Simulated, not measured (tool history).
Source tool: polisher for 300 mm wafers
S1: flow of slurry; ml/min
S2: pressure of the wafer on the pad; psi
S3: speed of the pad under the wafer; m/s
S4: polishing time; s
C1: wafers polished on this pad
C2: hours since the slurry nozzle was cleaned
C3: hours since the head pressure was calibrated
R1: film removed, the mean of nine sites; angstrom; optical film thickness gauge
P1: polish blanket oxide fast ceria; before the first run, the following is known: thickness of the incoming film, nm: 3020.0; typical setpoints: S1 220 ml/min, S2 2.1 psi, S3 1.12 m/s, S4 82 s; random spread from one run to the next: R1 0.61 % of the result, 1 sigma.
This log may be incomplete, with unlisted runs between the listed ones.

run 1 day=0.229 | S1=220 S2=2.1 S3=1.12 S4=82 | C1=390 C2=63.9 C3=235.2 | R1=11307
run 2 day=0.542 | S1=220 S2=2.1 S3=1.12 S4=82 | C1=479 C2=71.4 C3=242.7 | R1=11267
run 3 day=0.838 | S1=330 S2=2.1 S3=1.12 S4=82 | C1=563 C2=78.5 C3=249.8 | R1=11784
run 4 day=1.012 | S1=220 S2=2.1 S3=1.12 S4=48 | C1=613 C2=82.7 C3=254 | R1=6688.6
run 5 day=1.212 | S1=130 S2=2.1 S3=1.12 S4=82 | C1=670 C2=87.5 C3=258.8 | R1=10465
run 6 day=1.554 | S1=220 S2=3.2 S3=1.12 S4=82 | C1=768 C2=95.7 C3=267 | R1=16949
run 7 day=1.904 | S1=220 S2=2.1 S3=1.58 S4=82 | C1=867 C2=104.1 C3=275.4 | R1=15695
run 8 day=2.062 | S1=220 S2=2.1 S3=1.12 S4=82 | C1=913 C2=107.9 C3=279.2 | R1=11237
run 9 day=2.242 | S1=220 S2=2.8 S3=1.12 S4=106 | C1=964 C2=112.2 C3=283.5 | R1=19244
run 10 day=2.425 | S1=220 S2=2.1 S3=0.84 S4=82 | C1=1016 C2=116.6 C3=287.9 | R1=8520.5
run 11 day=2.646 | S1=220 S2=1.3 S3=1.12 S4=82 | C1=1079 C2=121.9 C3=293.2 | R1=6958.2
run 12 day=2.921 | S1=220 S2=2.1 S3=1.12 S4=124 | C1=1157 C2=128.5 C3=299.8 | R1=17266
run 13 day=3.154 | S1=335 S2=1.4 S3=1.12 S4=82 | C1=1224 C2=134.1 C3=305.4 | R1=7730.9
run 14 day=3.438 | S1=220 S2=2.1 S3=1.12 S4=82 | C1=1305 C2=140.9 C3=312.2 | R1=11162
run 15 day=3.671 | S1=220 S2=2.1 S3=1.12 S4=82 | C1=1371 C2=146.5 C3=317.8 | R1=11222
run 16 day=3.975 | S1=220 S2=2.1 S3=1.12 S4=82 | C1=1458 C2=153.8 C3=325.1 | R1=11124
run 17 day=4.154 | S1=220 S2=2.1 S3=1.12 S4=82 | C1=1509 C2=158.1 C3=329.4 | R1=11131
run 18 day=4.425 | S1=220 S2=2.1 S3=1.12 S4=82 | C1=1586 C2=164.6 C3=335.9 | R1=11192
run 19 day=4.729 | S1=220 S2=2.1 S3=1.12 S4=82 | C1=1673 C2=171.9 C3=343.2 | R1=10925
run 20 day=5.088 | S1=220 S2=2.1 S3=1.12 S4=82 | C1=1775 C2=180.5 C3=351.8 | R1=10736
-- day=5.271 worn pad replaced by a new one
run 21 day=5.442 | S1=220 S2=2.1 S3=1.12 S4=82 | C1=49 C2=189 C3=360.3 | R1=10561
run 22 day=5.767 | S1=220 S2=2.1 S3=1.12 S4=82 | C1=141 C2=196.8 C3=368.1 | R1=10535
run 23 day=6.108 | S1=220 S2=2.1 S3=1.12 S4=82 | C1=239 C2=205 C3=376.3 | R1=10362
run 24 day=6.392 | S1=220 S2=2.1 S3=1.12 S4=82 | C1=320 C2=211.8 C3=383.1 | R1=10446
run 25 day=6.621 | S1=220 S2=2.1 S3=1.12 S4=82 | C1=385 C2=217.3 C3=388.6 | R1=10469
run 26 day=6.879 | S1=220 S2=2.1 S3=1.12 S4=82 | C1=459 C2=223.5 C3=394.8 | R1=10516

Run 27, settings as shown, results not yet in. Your forecast:
run 27 day=7.112 | S1=220 S2=2.1 S3=1.12 S4=82 | C1=525 C2=229.1 C3=400.4 | R1=?

For run 27 the tool returned R1 10486 angstrom.

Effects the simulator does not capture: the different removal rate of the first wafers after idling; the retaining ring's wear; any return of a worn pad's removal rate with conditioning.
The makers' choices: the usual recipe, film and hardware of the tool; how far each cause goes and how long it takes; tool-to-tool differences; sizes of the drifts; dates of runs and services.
